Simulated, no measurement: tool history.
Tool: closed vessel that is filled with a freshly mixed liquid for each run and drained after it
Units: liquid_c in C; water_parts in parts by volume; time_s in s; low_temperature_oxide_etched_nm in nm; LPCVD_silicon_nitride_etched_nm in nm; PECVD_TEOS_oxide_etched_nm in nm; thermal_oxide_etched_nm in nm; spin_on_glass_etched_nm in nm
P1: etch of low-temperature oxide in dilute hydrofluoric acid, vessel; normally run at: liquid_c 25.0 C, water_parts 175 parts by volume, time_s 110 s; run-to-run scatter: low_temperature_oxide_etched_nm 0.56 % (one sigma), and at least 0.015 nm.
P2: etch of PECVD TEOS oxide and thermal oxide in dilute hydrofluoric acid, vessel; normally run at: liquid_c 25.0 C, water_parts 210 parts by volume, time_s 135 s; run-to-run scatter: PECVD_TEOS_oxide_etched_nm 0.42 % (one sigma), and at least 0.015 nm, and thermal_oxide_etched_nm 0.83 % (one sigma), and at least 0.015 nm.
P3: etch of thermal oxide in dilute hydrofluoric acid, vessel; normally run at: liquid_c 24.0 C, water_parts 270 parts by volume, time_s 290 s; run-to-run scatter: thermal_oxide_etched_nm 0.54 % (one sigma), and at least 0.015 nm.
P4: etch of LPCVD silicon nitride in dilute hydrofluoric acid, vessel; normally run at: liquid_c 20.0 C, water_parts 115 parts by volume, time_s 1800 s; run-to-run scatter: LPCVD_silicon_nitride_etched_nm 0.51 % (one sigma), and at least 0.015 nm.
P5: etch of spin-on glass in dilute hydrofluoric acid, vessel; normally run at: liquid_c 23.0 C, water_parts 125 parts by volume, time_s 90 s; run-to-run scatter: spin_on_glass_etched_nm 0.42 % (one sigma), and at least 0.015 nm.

run	hour	process	liquid_c	water_parts	time_s	low_temperature_oxide_etched_nm	LPCVD_silicon_nitride_etched_nm	PECVD_TEOS_oxide_etched_nm	thermal_oxide_etched_nm	spin_on_glass_etched_nm
1	7.6	P1	25.0	175	110	6.4588				
2	18.9	P1	25.0	175	110	6.5297				
3	25.9	P1	25.0	265	110	3.8865				
4	35.8	P4	20.0	20	1800		35.7650			
5	42.7	P4	20.0	115	1800		6.5767			
6	50.3	P2	25.0	210	240			15.3850	5.35980	
7	62.3	P2	25.0	210	135			8.7547	2.99380	
8	76.1	P3	24.0	270	290				4.29440	
9	82.7	P2	25.0	45	135			49.5960	17.23200	
10	96.7	P3	17.0	270	290				3.33070	
11	109.5	P2	25.0	210	135			8.6473	3.01780	
12	119.4	P3	24.0	270	290				4.23090	
13	132.0	P4	20.0	115	3240		11.7210			
14	140.2	P1	30.0	175	110	7.7296				
15	147.3	P1	25.0	90	110	13.9870				
16	153.8	P3	24.0	270	30				0.42758	
17	163.0	P1	21.5	45	110	25.7070				
18	172.0	P1	25.0	175	110	6.5566				
19	184.5	P3	24.0	70	290				20.57500	
20	191.3	P5	23.0	125	90					46.778
21	200.2	P4	28.0	115	1800		10.9960			
22	207.6	P1	20.5	175	110	5.4511				
23	214.9	P5	27.5	125	90					55.376
24	229.1	P1	25.0	175	60	3.5735				
25	237.8	P5	23.0	125	175					91.108
26	245.5	P2	31.5	210	135			10.9260	3.76870	
# hour 247.3: thermometer replaced
27	255.2	P1	25.0	80	35	5.0627				
28	268.5	P1	25.0	175	160	9.4159				
29	275.3	P5	23.0	215	90					24.621
30	285.3	P5	23.0	125	90					46.896
31	295.0	P1	25.0	175	110	6.5360				
32	302.9	P1	25.0	175	110	6.4994				
33	311.9	P1	25.0	175	110	6.5118				
34	320.5	P1	25.0	175	110	6.6185				
35	334.7	P1	25.0	175	110	6.7828				
36	346.9	P1	25.0	175	110	6.8085				
37	356.6	P1	25.0	175	110	6.9106				
38	366.9	P1	25.0	175	110	6.9419				
39	380.9	P1	25.0	175	110	6.9767				
40	391.3	P1	25.0	175	110	6.9867				
41	400.5	P1	25.0	175	110	6.9977				

What P1 gives has crept away from where it was. These 2 causes fit the log equally well, each at the size given:
A: liquid hotter than its thermometer reads (K) = 1.86
B: hydrofluoric acid flow above the setpoint (%) = 5.88
The creep began at about hour 311.9.

4 check runs are offered, one wafer each, their results left as question marks. Which one tells the causes apart?
check 1	409.7	P3	24.0	160	30				?	
check 2	409.7	P4	20.0	35	2890		?			
check 3	409.7	P5	23.0	210	145					?
check 4	409.7	P2	31.0	210	240			?	?	

What each check would give under each cause:
check	result	if A	if B
check 1	thermal_oxide_etched_nm	0.89118	0.88879
check 2	LPCVD_silicon_nitride_etched_nm	37.9560	35.2430
check 3	spin_on_glass_etched_nm	43.734	43.776
check 4	PECVD_TEOS_oxide_etched_nm	20.3660	20.5550
check 4	thermal_oxide_etched_nm	7.04080	7.10630
How far apart the two closest causes lie, in the result that separates them most: check 1 0.27 %; check 2 7.42 %; check 3 0.1 %; check 4 0.93 %
Check 2 tells the causes apart: in the others they would give nearly the same result.

Then check 2 was run and gave: LPCVD_silicon_nitride_etched_nm 35.1370 nm. Which cause is it?

It is B: hydrofluoric acid flow above the setpoint (%).

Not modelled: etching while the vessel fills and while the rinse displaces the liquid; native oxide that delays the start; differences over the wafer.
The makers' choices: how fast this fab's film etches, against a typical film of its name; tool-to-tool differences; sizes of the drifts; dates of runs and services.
